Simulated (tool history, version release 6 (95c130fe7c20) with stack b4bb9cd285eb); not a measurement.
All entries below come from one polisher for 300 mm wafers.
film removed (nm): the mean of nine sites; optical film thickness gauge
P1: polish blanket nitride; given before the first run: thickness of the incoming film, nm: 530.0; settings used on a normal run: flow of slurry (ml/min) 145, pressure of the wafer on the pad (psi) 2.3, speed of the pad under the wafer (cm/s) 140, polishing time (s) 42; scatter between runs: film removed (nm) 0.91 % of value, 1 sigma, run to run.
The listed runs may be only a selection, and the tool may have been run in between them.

| run | day | flow of slurry (ml/min) | pressure of the wafer on the pad (psi) | speed of the pad under the wafer (cm/s) | polishing time (s) | wafers polished on this pad | hours since the slurry nozzle was cleaned | hours since the head pressure was calibrated | film removed (nm) |
|---|---|---|---|---|---|---|---|---|---|
| 1 | 0.562 | 145 | 2.3 | 140 | 42 | 647 | 308.1 | 592.8 | 62.239 |
| 2 | 0.854 | 145 | 2.3 | 80 | 42 | 709 | 315.1 | 599.8 | 40.686 |
| 3 | 1.317 | 145 | 1.3 | 140 | 42 | 809 | 326.2 | 610.9 | 35.225 |
| 4 | 1.696 | 145 | 2.3 | 140 | 27 | 891 | 335.3 | 620 | 40.615 |
| 5 | 2.008 | 145 | 2.3 | 140 | 42 | 958 | 342.8 | 627.5 | 63.394 |
| 6 | 2.521 | 145 | 2.3 | 210 | 42 | 1068 | 355.1 | 639.8 | 88.404 |
| 7 | 2.95 | 145 | 2.3 | 212 | 19 | 1161 | 365.4 | 650.1 | 40.054 |
| 8 | 3.458 | 100 | 2.3 | 140 | 42 | 1270 | 377.6 | 662.3 | 58.731 |
| 9 | 4.05 | 210 | 2.3 | 140 | 42 | 1397 | 391.8 | 676.5 | 65.986 |
| 10 | 4.412 | 145 | 2.3 | 140 | 42 | 1476 | 400.5 | 685.2 | 63.584 |
| 11 | 4.767 | 145 | 2.3 | 140 | 42 | 1552 | 409 | 693.7 | 62.779 |
| 12 | 5.262 | 145 | 2.3 | 140 | 42 | 1659 | 420.9 | 705.6 | 63.895 |
| 13 | 5.604 | 145 | 3.6 | 140 | 42 | 1732 | 429.1 | 713.8 | 97.968 |
| 14 | 5.896 | 145 | 2.3 | 140 | 65 | 1795 | 436.1 | 720.8 | 97.861 |
|  | 6.175 | head pressure recalibrated |
| 15 | 6.462 | 145 | 2.3 | 140 | 42 | 1917 | 449.7 | 6.9 | 63.835 |
| 16 | 6.792 | 145 | 2.3 | 140 | 42 | 1988 | 457.6 | 14.8 | 62.686 |
| 17 | 7.225 | 145 | 1.6 | 176 | 42 | 2081 | 468 | 25.2 | 52.346 |
| 18 | 7.575 | 145 | 2.3 | 140 | 42 | 2156 | 476.4 | 33.6 | 62.989 |
| 19 | 7.971 | 145 | 2.3 | 140 | 42 | 2242 | 485.9 | 43.1 | 60.82 |
| 20 | 8.496 | 145 | 2.3 | 140 | 42 | 2355 | 498.5 | 55.7 | 59.201 |
| 21 | 9.083 | 145 | 2.3 | 140 | 42 | 2481 | 512.6 | 69.8 | 58.58 |
| 22 | 9.525 | 145 | 2.3 | 140 | 42 | 2576 | 523.2 | 80.4 | 58.416 |
| 23 | 10.042 | 145 | 2.3 | 140 | 42 | 2688 | 535.6 | 92.8 | 56.818 |
|  | 10.167 | worn pad replaced by a new one |
| 24 | 10.608 | 145 | 2.3 | 140 | 42 | 95 | 549.2 | 106.4 | 57.337 |
| 25 | 10.871 | 145 | 2.3 | 140 | 42 | 152 | 555.5 | 112.7 | 55.979 |
| 26 | 11.162 | 145 | 2.3 | 140 | 42 | 215 | 562.5 | 119.7 | 56.3 |

Compared with where it was, what P1 gives has crept away. Each cause listed below fits the log as well as the rest, at the size given for it:
A: slurry flow missing at the pad, % = 38.3
B: head's pressure below its setpoint, % = 10.2
The onset of the drift is placed at about day 7.575.
Ruled out, with reasons:
removal rate lost through wear of the pad, %: serviced at day 10.167, after the change had begun; the process did not return to its earlier output

Which of the check runs below tells the causes apart, meaning the causes would give it clearly different results? Each run uses 5 wafers whose results are averaged, and each result is shown as a question mark.
| check 1 | 11.454 | 145 | 1.5 | 140 | 42 |  |  |  | ? |
| check 2 | 11.454 | 210 | 2.3 | 140 | 42 |  |  |  | ? |
| check 3 | 11.454 | 145 | 1.7 | 140 | 53 |  |  |  | ? |
| check 4 | 11.454 | 145 | 1.6 | 140 | 42 |  |  |  | ? |

If the cause were each of the candidates in turn, the checks would give the following:
| check | result | if A | if B |
|---|---|---|---|
| check 1 | film removed (nm) | 36.957 | 36.956 |
| check 2 | film removed (nm) | 61.787 | 59.907 |
| check 3 | film removed (nm) | 52.854 | 52.852 |
| check 4 | film removed (nm) | 39.42 | 39.419 |
Smallest distance between any two causes, each pair judged by its most separating result, in per cent: check 1 0 %; check 2 3.09 %; check 3 0 %; check 4 0 %
Only check 2 tells the causes apart: in the others they would give nearly the same result.

Running check 2 produced the following: film removed (nm) 59.755. Which one of the listed causes fits?

It is B: head's pressure below its setpoint, %.
